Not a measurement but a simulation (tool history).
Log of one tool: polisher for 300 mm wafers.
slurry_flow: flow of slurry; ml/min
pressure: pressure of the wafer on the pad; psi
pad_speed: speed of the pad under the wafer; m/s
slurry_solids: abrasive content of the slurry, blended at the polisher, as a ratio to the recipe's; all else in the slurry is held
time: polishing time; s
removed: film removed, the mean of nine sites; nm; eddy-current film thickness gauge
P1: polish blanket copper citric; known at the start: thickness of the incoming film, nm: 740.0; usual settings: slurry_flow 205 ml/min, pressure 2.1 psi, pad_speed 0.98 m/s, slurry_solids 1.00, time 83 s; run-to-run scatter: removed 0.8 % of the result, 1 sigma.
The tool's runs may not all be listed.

run,hour,slurry_flow,pressure,pad_speed,slurry_solids,time,removed
1,10.3,205,2.1,0.98,1.00,83,122.870
2,21.7,205,2.1,0.98,1.00,83,122.860
3,29.9,205,2.1,0.98,1.00,83,121.130
4,36.2,205,3.0,0.64,1.00,83,116.590
5,47.7,205,2.1,0.98,0.65,112,149.310
6,55.0,205,2.1,0.98,0.55,83,109.030
7,63.8,255,2.1,0.98,1.00,83,125.970
8,74.3,205,2.1,0.98,1.00,83,123.570
9,86.5,205,2.1,0.98,1.00,118,175.760
10,91.9,205,2.1,0.98,1.00,55,80.491
11,98.7,125,2.1,0.98,1.00,83,113.750
12,110.1,205,1.0,0.98,1.00,83,60.326
13,118.8,205,2.1,1.44,1.00,83,177.540
14,127.3,255,2.1,0.98,1.00,51,77.156
15,136.7,205,2.1,0.48,1.00,83,62.909
# hour 143.1: worn pad replaced by a new one
16,144.5,205,2.1,0.98,1.50,83,134.750
17,153.9,205,2.8,0.98,1.00,83,162.650
18,164.8,205,2.1,0.98,1.00,83,122.440
19,174.1,205,2.1,0.98,1.00,83,120.250
20,183.3,205,2.1,0.98,1.00,83,118.330
# hour 187.0: worn pad replaced by a new one
21,192.7,205,2.1,0.98,1.00,83,115.810
# hour 194.5: slurry blender recalibrated
22,201.1,205,2.1,0.98,1.00,83,115.040
23,210.3,205,2.1,0.98,1.00,83,115.440
24,216.2,205,2.1,0.98,1.00,83,116.020

What P1 gives has crept off from where it sat before. The 2 causes that follow fit the log equally well, each at the size noted:
A: slurry flow missing at the pad, % = 35.1
B: head's pressure below its setpoint, % = 6.89
The onset of the drift is placed at about hour 164.8.
The rest of the possible causes, and what rules out each one:
removal rate lost through wear of the pad, %: its service at hour 187.0 followed the start of the drift and did not put the process back to its old value
abrasive missing from the slurry, %: its service at hour 194.5 followed the start of the drift and did not put the process back to its old value

Which of the 4 check runs listed below, each an average over 2 wafers with its results shown as question marks, gives clearly different results under the different listed causes?
check 1,222.1,125,1.0,0.98,1.00,83,?
check 2,222.1,205,2.6,0.98,1.00,83,?
check 3,222.1,205,1.5,0.98,1.00,116,?
check 4,222.1,205,2.1,1.42,1.00,83,?

What every check run would give for each of its results, assuming each possible cause in turn:
check,result,if A,if B
check 1,removed,50.313,52.438
check 2,removed,141.120,141.030
check 3,removed,116.140,116.240
check 4,removed,164.480,164.330
Gap, in per cent, between the two causes that each check separates least, read from the result that separates them most: check 1 4.14 %; check 2 0.06 %; check 3 0.09 %; check 4 0.09 %
Only in check 1 would the causes give clearly different results; in the remaining checks their results would be nearly the same.

Check 1 was carried out, with these results: removed 52.357 nm. Which of the listed causes is responsible?

It is B: head's pressure below its setpoint, %.
